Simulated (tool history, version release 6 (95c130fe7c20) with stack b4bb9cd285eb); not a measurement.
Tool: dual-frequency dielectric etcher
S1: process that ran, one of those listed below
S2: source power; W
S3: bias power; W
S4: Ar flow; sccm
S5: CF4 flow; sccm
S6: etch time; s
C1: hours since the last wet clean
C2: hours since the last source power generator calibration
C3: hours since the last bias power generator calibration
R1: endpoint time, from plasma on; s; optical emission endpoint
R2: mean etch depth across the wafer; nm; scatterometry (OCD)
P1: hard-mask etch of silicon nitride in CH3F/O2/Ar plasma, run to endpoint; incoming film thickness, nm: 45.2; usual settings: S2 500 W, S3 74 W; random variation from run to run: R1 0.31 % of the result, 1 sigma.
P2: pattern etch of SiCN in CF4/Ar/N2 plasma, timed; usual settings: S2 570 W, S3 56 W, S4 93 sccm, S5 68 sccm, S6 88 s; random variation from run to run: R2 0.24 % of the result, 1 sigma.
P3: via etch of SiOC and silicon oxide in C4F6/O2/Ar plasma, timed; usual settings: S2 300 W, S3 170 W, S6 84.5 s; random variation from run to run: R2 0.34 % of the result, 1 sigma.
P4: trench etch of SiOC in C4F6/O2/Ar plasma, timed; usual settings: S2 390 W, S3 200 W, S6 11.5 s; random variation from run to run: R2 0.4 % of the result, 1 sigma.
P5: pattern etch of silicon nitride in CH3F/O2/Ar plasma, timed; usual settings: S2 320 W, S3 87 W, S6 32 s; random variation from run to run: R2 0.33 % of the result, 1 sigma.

| run | hour | S1 | S2 | S3 | S4 | S5 | S6 | C1 | C2 | C3 | R1 | R2 |
|---|---|---|---|---|---|---|---|---|---|---|---|---|
| 1 | 16.6 | P1 | 500 | 74 |  |  |  | 289.8 | 1206 | 1007.9 | 58.529 |  |
| 2 | 32 | P2 | 570 | 56 | 116 | 68 | 88 | 305.2 | 1221.4 | 1023.3 |  | 83.037 |
| 3 | 48.3 | P2 | 570 | 73 | 93 | 68 | 88 | 321.5 | 1237.7 | 1039.6 |  | 94.372 |
| 4 | 57.7 | P2 | 740 | 56 | 93 | 68 | 88 | 330.9 | 1247.1 | 1049 |  | 109.34 |
| 5 | 71.9 | P2 | 570 | 56 | 93 | 84 | 88 | 345.1 | 1261.3 | 1063.2 |  | 89.806 |
| 6 | 87 | P5 | 320 | 87 |  |  | 24.5 | 360.2 | 1276.4 | 1078.3 |  | 16.549 |
| 7 | 94.8 | P1 | 500 | 74 |  |  |  | 368 | 1284.2 | 1086.1 | 58.499 |  |
| 8 | 109.5 | P5 | 200 | 87 |  |  | 32 | 382.7 | 1298.9 | 1100.8 |  | 18.132 |
| 9 | 122.7 | P1 | 500 | 93 |  |  |  | 395.9 | 1312.1 | 1114 | 54.04 |  |
| 10 | 139.4 | P4 | 390 | 261 |  |  | 11.5 | 412.6 | 1328.8 | 1130.7 |  | 26.147 |
| 11 | 154.8 | P4 | 390 | 200 |  |  | 11.5 | 428 | 1344.2 | 1146.1 |  | 24.234 |
| 12 | 166.1 | P3 | 300 | 170 |  |  | 84.5 | 439.3 | 1355.5 | 1157.4 |  | 85.692 |
| 13 | 176.6 | P3 | 300 | 170 |  |  | 84.5 | 449.8 | 1366 | 1167.9 |  | 85.479 |
| 14 | 191.7 | P4 | 550 | 200 |  |  | 11.5 | 464.9 | 1381.1 | 1183 |  | 27.519 |
| 15 | 206.9 | P3 | 300 | 170 |  |  | 61.5 | 480.1 | 1396.3 | 1198.2 |  | 62.693 |
| 16 | 222.3 | P4 | 390 | 200 |  |  | 15 | 495.5 | 1411.7 | 1213.6 |  | 31.336 |
| 17 | 235.7 | P1 | 620 | 98 |  |  |  | 508.9 | 1425.1 | 1227 | 48.834 |  |
| 18 | 250.9 | P5 | 320 | 87 |  |  | 32 | 524.1 | 1440.3 | 1242.2 |  | 21.533 |
| 19 | 259.7 | P3 | 300 | 232 |  |  | 84.5 | 532.9 | 1449.1 | 1251 |  | 94.614 |
| 20 | 272.9 | P1 | 500 | 74 |  |  |  | 546.1 | 1462.3 | 1264.2 | 58.636 |  |

The next listed run, before its measurement:
| 21 | 282.1 | P3 | 180 | 170 |  |  | 84.5 | 555.3 | 1471.5 | 1273.4 |  | ? |

R2: 70.309 nm

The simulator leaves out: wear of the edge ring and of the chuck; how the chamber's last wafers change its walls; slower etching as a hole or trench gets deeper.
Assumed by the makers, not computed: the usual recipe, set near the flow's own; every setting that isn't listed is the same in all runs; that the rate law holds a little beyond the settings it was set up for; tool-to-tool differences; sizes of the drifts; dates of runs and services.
